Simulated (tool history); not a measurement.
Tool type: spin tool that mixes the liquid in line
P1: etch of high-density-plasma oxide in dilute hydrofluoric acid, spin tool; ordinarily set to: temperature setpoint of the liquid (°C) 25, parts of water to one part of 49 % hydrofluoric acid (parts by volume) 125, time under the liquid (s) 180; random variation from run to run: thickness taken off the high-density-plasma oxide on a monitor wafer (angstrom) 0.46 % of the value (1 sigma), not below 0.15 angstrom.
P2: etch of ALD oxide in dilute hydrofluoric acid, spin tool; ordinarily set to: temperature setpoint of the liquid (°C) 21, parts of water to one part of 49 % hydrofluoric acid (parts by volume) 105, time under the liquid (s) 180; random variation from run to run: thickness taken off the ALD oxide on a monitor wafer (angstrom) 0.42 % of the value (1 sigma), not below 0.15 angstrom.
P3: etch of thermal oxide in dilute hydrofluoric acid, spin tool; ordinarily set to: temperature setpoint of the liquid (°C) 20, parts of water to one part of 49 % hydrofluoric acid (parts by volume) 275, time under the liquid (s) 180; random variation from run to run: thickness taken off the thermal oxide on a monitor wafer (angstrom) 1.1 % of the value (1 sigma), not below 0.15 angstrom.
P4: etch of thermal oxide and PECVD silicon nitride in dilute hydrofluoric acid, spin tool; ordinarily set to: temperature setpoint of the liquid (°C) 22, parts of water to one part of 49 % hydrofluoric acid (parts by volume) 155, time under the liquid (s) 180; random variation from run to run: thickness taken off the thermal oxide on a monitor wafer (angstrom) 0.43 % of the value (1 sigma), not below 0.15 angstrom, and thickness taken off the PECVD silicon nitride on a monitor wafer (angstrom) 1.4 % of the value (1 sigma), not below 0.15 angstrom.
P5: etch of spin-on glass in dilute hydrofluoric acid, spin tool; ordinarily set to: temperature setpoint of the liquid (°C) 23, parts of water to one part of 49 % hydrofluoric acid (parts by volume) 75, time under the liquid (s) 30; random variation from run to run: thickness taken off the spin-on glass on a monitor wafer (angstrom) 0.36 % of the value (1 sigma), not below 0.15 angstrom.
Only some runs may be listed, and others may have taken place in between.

run	hour	process that ran	temperature setpoint of the liquid (°C)	parts of water to one part of 49 % hydrofluoric acid (parts by volume)	time under the liquid (s)	thickness taken off the high-density-plasma oxide on a monitor wafer (angstrom)	thickness taken off the ALD oxide on a monitor wafer (angstrom)	thickness taken off the spin-on glass on a monitor wafer (angstrom)	thickness taken off the thermal oxide on a monitor wafer (angstrom)	thickness taken off the PECVD silicon nitride on a monitor wafer (angstrom)
1	16.1	P1	25	125	180	150.550				
2	28.7	P1	25	125	180	150.040				
3	37.8	P1	25	185	180	95.264				
4	52.2	P2	17	105	180		172.13			
5	61.1	P1	25	125	180	150.120				
6	78.8	P1	25	125	100	83.998				
7	95.2	P5	23	135	30			80.406		
8	108.3	P1	25	125	180	151.060				
9	120.9	P2	21	105	345		389.90			
10	133.8	P5	23	75	30			153.960		
11	146.2	P3	20	480	180				10.105	
12	157.2	P1	25	70	180	287.980				
13	168.1	P2	21	105	180		201.95			
14	184.7	P1	25	170	290	169.830				
15	192.9	P1	30	125	180	182.690				
16	208.0	P4	29	155	180				61.762	26.3940
17	219.6	P1	25	125	180	152.110				
18	234.0	P2	21	105	180		203.87			
19	246.4	P1	25	220	345	147.750				
20	256.8	P4	22	155	365				96.440	34.2960
21	273.4	P1	18	165	180	83.772				
22	289.4	P5	30	75	30			202.340		
23	300.1	P3	17	275	180				18.443	
24	313.2	P1	25	125	180	151.790				
25	322.9	P4	22	290	180				22.081	9.2522
26	340.1	P3	20	275	355				40.710	
27	351.6	P1	25	125	320	269.340				
28	368.6	P2	21	165	180		121.01			
29	377.6	P1	19	125	180	118.530				
30	393.4	P5	23	75	15			76.816		
31	404.0	P3	20	275	180				21.004	
32	418.2	P4	22	155	180				47.720	17.1630
33	432.2	P1	25	125	180	151.620				
34	448.1	P1	25	125	180	157.340				
35	458.5	P1	25	125	180	159.370				
36	468.3	P1	25	125	180	162.710				
37	477.3	P1	25	125	180	162.230				
38	486.3	P1	25	125	180	163.960				
39	497.1	P1	25	125	180	163.700				
40	512.4	P1	25	125	180	165.460				
41	521.5	P1	25	125	180	165.370				
42	533.3	P1	25	125	180	165.440				

Something has made what P1 gives creep away from where it was; the 2 causes below, each at its own stated size, fit the log equally well:
A: liquid hotter than its thermometer reads (K) = 2.36
B: hydrofluoric acid flow above the setpoint (%) = 8.14
The process output started creeping at around hour 432.2.

You are offered 4 check runs, listed below with question marks in place of their results; each one averages 3 wafers. Which run separates the listed causes by giving clearly different results for each?
check 1	545.1	P5	23	110	30			?		
check 2	545.1	P2	21	135	180		?			
check 3	545.1	P3	17	275	345				?	
check 4	545.1	P4	22	250	295				?	?

Outcome of each check run for each possible cause:
check	result	if A	if B
check 1	thickness taken off the spin-on glass on a monitor wafer (angstrom)	110.210	109.700
check 2	thickness taken off the ALD oxide on a monitor wafer (angstrom)	167.49	166.91
check 3	thickness taken off the thermal oxide on a monitor wafer (angstrom)	38.788	39.053
check 4	thickness taken off the thermal oxide on a monitor wafer (angstrom)	47.463	48.012
check 4	thickness taken off the PECVD silicon nitride on a monitor wafer (angstrom)	20.2020	18.8170
Distance between the nearest two causes, measured in the result of the check that separates them most: check 1 0.46 %; check 2 0.34 %; check 3 0.68 %; check 4 7.1 %
Only in check 4 would the causes give clearly different results; in the remaining checks their results would be nearly the same.

With check 4 done, the readings were: thickness taken off the thermal oxide on a monitor wafer (angstrom) 47.516; thickness taken off the PECVD silicon nitride on a monitor wafer (angstrom) 20.1770. Identify which of the listed causes applies.

The correct cause is A, namely: liquid hotter than its thermometer reads (K).
